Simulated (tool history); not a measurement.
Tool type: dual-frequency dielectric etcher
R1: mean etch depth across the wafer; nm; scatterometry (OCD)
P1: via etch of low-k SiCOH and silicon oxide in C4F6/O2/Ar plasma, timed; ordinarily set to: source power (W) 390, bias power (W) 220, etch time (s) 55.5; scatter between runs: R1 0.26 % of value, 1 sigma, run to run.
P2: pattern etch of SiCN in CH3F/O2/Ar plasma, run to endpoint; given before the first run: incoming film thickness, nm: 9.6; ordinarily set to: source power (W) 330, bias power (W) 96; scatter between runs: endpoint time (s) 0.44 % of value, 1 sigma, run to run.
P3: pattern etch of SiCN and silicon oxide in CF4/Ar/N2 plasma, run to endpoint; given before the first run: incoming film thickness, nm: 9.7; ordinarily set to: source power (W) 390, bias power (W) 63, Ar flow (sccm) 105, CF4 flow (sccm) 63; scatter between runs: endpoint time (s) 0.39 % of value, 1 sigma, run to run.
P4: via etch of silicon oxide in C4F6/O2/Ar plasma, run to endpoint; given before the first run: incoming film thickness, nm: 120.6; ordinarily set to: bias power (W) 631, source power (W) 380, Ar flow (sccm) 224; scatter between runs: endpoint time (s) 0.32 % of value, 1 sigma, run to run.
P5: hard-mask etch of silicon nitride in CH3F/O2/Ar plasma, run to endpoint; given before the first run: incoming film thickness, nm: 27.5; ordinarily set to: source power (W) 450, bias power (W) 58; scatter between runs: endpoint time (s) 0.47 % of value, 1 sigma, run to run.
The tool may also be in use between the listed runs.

run 1 hour=5.3 | process_that_ran=P1 source_power_(W)=390 bias_power_(W)=220 etch_time_(s)=55.5 | R1=150.98
run 2 hour=9.8 | process_that_ran=P4 source_power_(W)=460 bias_power_(W)=631 Ar_flow_(sccm)=224 | endpoint_time_(s)=22.806
run 3 hour=14.3 | process_that_ran=P1 source_power_(W)=390 bias_power_(W)=220 etch_time_(s)=55.5 | R1=150.65
run 4 hour=22 | process_that_ran=P1 source_power_(W)=390 bias_power_(W)=220 etch_time_(s)=30.5 | R1=82.826
run 5 hour=30.5 | process_that_ran=P4 source_power_(W)=380 bias_power_(W)=631 Ar_flow_(sccm)=307 | endpoint_time_(s)=25.14
-- hour=35.6 bias power generator calibrated
run 6 hour=39.5 | process_that_ran=P1 source_power_(W)=520 bias_power_(W)=220 etch_time_(s)=55.5 | R1=168.55
run 7 hour=47.6 | process_that_ran=P1 source_power_(W)=390 bias_power_(W)=286 etch_time_(s)=55.5 | R1=165.36
run 8 hour=52.3 | process_that_ran=P3 source_power_(W)=390 bias_power_(W)=63 Ar_flow_(sccm)=105 CF4_flow_(sccm)=63 | endpoint_time_(s)=13.387
run 9 hour=57.8 | process_that_ran=P5 source_power_(W)=450 bias_power_(W)=58 | endpoint_time_(s)=41.178
run 10 hour=63.1 | process_that_ran=P2 source_power_(W)=450 bias_power_(W)=96 | endpoint_time_(s)=21.612
run 11 hour=69 | process_that_ran=P3 source_power_(W)=280 bias_power_(W)=63 Ar_flow_(sccm)=105 CF4_flow_(sccm)=63 | endpoint_time_(s)=17.925
run 12 hour=77.3 | process_that_ran=P1 source_power_(W)=450 bias_power_(W)=220 etch_time_(s)=40.5 | R1=115.99
run 13 hour=82.8 | process_that_ran=P1 source_power_(W)=390 bias_power_(W)=220 etch_time_(s)=55.5 | R1=150.67
run 14 hour=89.5 | process_that_ran=P3 source_power_(W)=390 bias_power_(W)=63 Ar_flow_(sccm)=105 CF4_flow_(sccm)=42 | endpoint_time_(s)=14.456
run 15 hour=97.9 | process_that_ran=P2 source_power_(W)=330 bias_power_(W)=96 | endpoint_time_(s)=24.174
run 16 hour=104.9 | process_that_ran=P1 source_power_(W)=390 bias_power_(W)=220 etch_time_(s)=76 | R1=206.27
run 17 hour=112 | process_that_ran=P4 source_power_(W)=380 bias_power_(W)=631 Ar_flow_(sccm)=224 | endpoint_time_(s)=24.205
run 18 hour=116.5 | process_that_ran=P1 source_power_(W)=240 bias_power_(W)=220 etch_time_(s)=55.5 | R1=125.14
run 19 hour=125.4 | process_that_ran=P1 source_power_(W)=390 bias_power_(W)=220 etch_time_(s)=55.5 | R1=150.28
run 20 hour=131.3 | process_that_ran=P1 source_power_(W)=390 bias_power_(W)=166 etch_time_(s)=55.5 | R1=137.88
run 21 hour=140.6 | process_that_ran=P3 source_power_(W)=390 bias_power_(W)=63 Ar_flow_(sccm)=105 CF4_flow_(sccm)=63 | endpoint_time_(s)=13.336
run 22 hour=146.1 | process_that_ran=P5 source_power_(W)=450 bias_power_(W)=35 | endpoint_time_(s)=48.026
run 23 hour=151.5 | process_that_ran=P1 source_power_(W)=390 bias_power_(W)=220 etch_time_(s)=55.5 | R1=150.18
run 24 hour=155.7 | process_that_ran=P4 source_power_(W)=380 bias_power_(W)=813 Ar_flow_(sccm)=224 | endpoint_time_(s)=21.988
run 25 hour=161.2 | process_that_ran=P3 source_power_(W)=390 bias_power_(W)=63 Ar_flow_(sccm)=63 CF4_flow_(sccm)=63 | endpoint_time_(s)=12.343
run 26 hour=169.1 | process_that_ran=P1 source_power_(W)=480 bias_power_(W)=220 etch_time_(s)=38 | R1=111.94

Run 27 comes next. What will it give?
run 27 hour=175.5 | process_that_ran=P3 source_power_(W)=390 bias_power_(W)=38 Ar_flow_(sccm)=105 CF4_flow_(sccm)=63 | endpoint_time_(s)=?

{"run 27": {"endpoint time (s)": 15.731}}
